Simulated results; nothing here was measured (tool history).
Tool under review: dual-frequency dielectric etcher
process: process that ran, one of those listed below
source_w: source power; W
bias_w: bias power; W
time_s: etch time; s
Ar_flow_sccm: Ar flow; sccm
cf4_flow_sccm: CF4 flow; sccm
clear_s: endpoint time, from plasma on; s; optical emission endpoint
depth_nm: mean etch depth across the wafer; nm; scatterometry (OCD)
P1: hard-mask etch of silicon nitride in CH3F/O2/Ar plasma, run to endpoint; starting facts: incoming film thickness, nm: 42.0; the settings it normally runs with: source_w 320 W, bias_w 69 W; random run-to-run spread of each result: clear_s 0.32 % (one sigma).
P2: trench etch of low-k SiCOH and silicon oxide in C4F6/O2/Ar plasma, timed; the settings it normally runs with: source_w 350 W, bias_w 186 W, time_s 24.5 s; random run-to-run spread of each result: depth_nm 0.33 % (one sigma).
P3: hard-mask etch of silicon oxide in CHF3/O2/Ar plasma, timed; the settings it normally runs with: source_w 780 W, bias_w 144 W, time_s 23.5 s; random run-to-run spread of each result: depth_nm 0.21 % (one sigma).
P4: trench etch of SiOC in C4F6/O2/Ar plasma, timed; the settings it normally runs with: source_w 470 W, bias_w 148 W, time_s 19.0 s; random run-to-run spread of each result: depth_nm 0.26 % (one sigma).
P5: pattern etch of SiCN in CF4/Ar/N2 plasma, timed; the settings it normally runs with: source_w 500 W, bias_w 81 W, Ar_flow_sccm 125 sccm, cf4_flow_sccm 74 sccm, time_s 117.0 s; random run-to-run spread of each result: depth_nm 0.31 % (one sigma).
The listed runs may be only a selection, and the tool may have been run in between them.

run   hour  process  source_w  bias_w  time_s  Ar_flow_sccm  cf4_flow_sccm  hours since the last wet clean  hours since the last source power generator calibration  hours since the last bias power generator calibration  clear_s  depth_nm
  1    7.2       P1       320      69                                                                289.0                                                    783.1                                                  683.5   67.642
  2   15.9       P1       320      69                                                                297.7                                                    791.8                                                  692.2   67.570
  3   23.2       P3       780      91    23.5                                                        305.0                                                    799.1                                                  699.5             42.231
  4   31.5       P1       430      48                                                                313.3                                                    807.4                                                  707.8   67.709
  5   36.6       P1       250      69                                                                318.4                                                    812.5                                                  712.9   74.689
  6   44.9       P3       780     144    23.5                                                        326.7                                                    820.8                                                  721.2             48.292
  7   52.6       P3       780     144    14.0                                                        334.4                                                    828.5                                                  728.9             28.827
  8   62.1       P1       220      93                                                                343.9                                                    838.0                                                  738.4   70.475
  9   70.0       P2       350     186    24.5                                                        351.8                                                    845.9                                                  746.3             73.341
 10   76.5       P1       320      44                                                                358.3                                                    852.4                                                  752.8   78.551
 11   81.6       P5       500      81   117.0           157             74                           363.4                                                    857.5                                                  757.9            110.190
 12   90.8       P2       350     186    13.5                                                        372.6                                                    866.7                                                  767.1             40.679
 13   99.8       P5       500     100   117.0           125             74                           381.6                                                    875.7                                                  776.1            123.780
 14  104.2       P4       620     148    19.0                                                        386.0                                                    880.1                                                  780.5             44.142
 15  108.6       P4       470      94    19.0                                                        390.4                                                    884.5                                                  784.9             34.720
 16  117.1       P2       350     224    24.5                                                        398.9                                                    893.0                                                  793.4             78.058
 17  123.1       P1       320      69                                                                404.9                                                    899.0                                                  799.4   67.957
 18  131.7       P1       320      69                                                                413.5                                                    907.6                                                  808.0   67.784
 19  137.7       P1       320      83                                                                419.5                                                    913.6                                                  814.0   62.981
 20  146.6       P2       210     186    24.5                                                        428.4                                                    922.5                                                  822.9             60.017
 21  151.6       P5       500      81   117.0           125             74                           433.4                                                    927.5                                                  827.9            113.560
 22  157.2       P3       780     144    23.5                                                        439.0                                                    933.1                                                  833.5             48.535
 23  163.7       P4       470     148    27.5                                                        445.5                                                    939.6                                                  840.0             57.402
 24  168.0       P5       390      81   117.0           125             74                           449.8                                                    943.9                                                  844.3             91.937
 25  174.4       P5       500      81    79.5           125             74                           456.2                                                    950.3                                                  850.7             77.594
 26  181.9       P5       500      81   117.0           125            101                           463.7                                                    957.8                                                  858.2            119.270
 27  187.0       P1       320      69                                                                468.8                                                    962.9                                                  863.3   67.621
 28  194.4       P3       980     144    23.5                                                        476.2                                                    970.3                                                  870.7             52.627
 29  200.8       P4       470     148    19.0                                                        482.6                                                    976.7                                                  877.1             39.465
 30  208.7       P1       450      69                                                                490.5                                                    984.6                                                  885.0   59.180
 31  214.2       P1       320      69                                                                496.0                                                    990.1                                                  890.5   67.726
 32  218.6       P1       320      69                                                                500.4                                                    994.5                                                  894.9   67.119
 33  227.8       P1       320      69                                                                509.6                                                   1003.7                                                  904.1   67.043
 34  237.7       P1       320      69                                                                519.5                                                   1013.6                                                  914.0   67.095
 35  243.5       P1       320      69                                                                525.3                                                   1019.4                                                  919.8   66.916
 36  248.3       P1       320      69                                                                530.1                                                   1024.2                                                  924.6   66.842
 37  254.1       P1       320      69                                                                535.9                                                   1030.0                                                  930.4   66.616
     255.5  -- wet clean of the chamber
 38  260.2       P1       320      69                                                                  4.7                                                   1036.1                                                  936.5   66.539
 39  265.0       P1       320      69                                                                  9.5                                                   1040.9                                                  941.3   66.613
 40  274.0       P1       320      69                                                                 18.5                                                   1049.9                                                  950.3   66.767

The log shows P1 creeping away from where it was. Any of the 2 causes listed here, at the size stated for it, fits the log just as well as the others:
A: source power that arrives over what is set, % = 4.33
B: bias power that arrives over what is set, % = 4.74
The onset of the drift is placed at about hour 214.2.
The rest of the possible causes, and what rules out each one:
chamber walls in a state that raises the etch rate, %: serviced at hour 255.5, after the change had begun; the process did not return to its earlier output

4 check runs are offered, each on 2 wafers whose results are averaged, their results left as question marks. Which one tells the causes apart?
check 1  283.0       P3       780     144    19.0                                                                                                                                                                                               ?
check 2  283.0       P4       470     107    22.5                                                                                                                                                                                               ?
check 3  283.0       P5       500      81   117.0           125             99                                                                                                                                                                  ?
check 4  283.0       P2       230     186    15.5                                                                                                                                                                                               ?

Predicted outcomes, by check and by cause:
  check    result     if A     if B
check 1  depth_nm   39.768   39.692
check 2  depth_nm   43.426   43.238
check 3  depth_nm  123.750  121.170
check 4  depth_nm   40.147   40.111
Distance between the nearest two causes, measured in the result of the check that separates them most: check 1 0.19 %; check 2 0.43 %; check 3 2.11 %; check 4 0.09 %
Of the check runs offered, only check 3 discriminates between the causes; the rest would read about the same regardless of which cause applies.

Check 3 has now been run. It gave: depth_nm 121.050 nm. Which of the candidate causes is it?

The correct cause is B, namely: bias power that arrives over what is set, %.
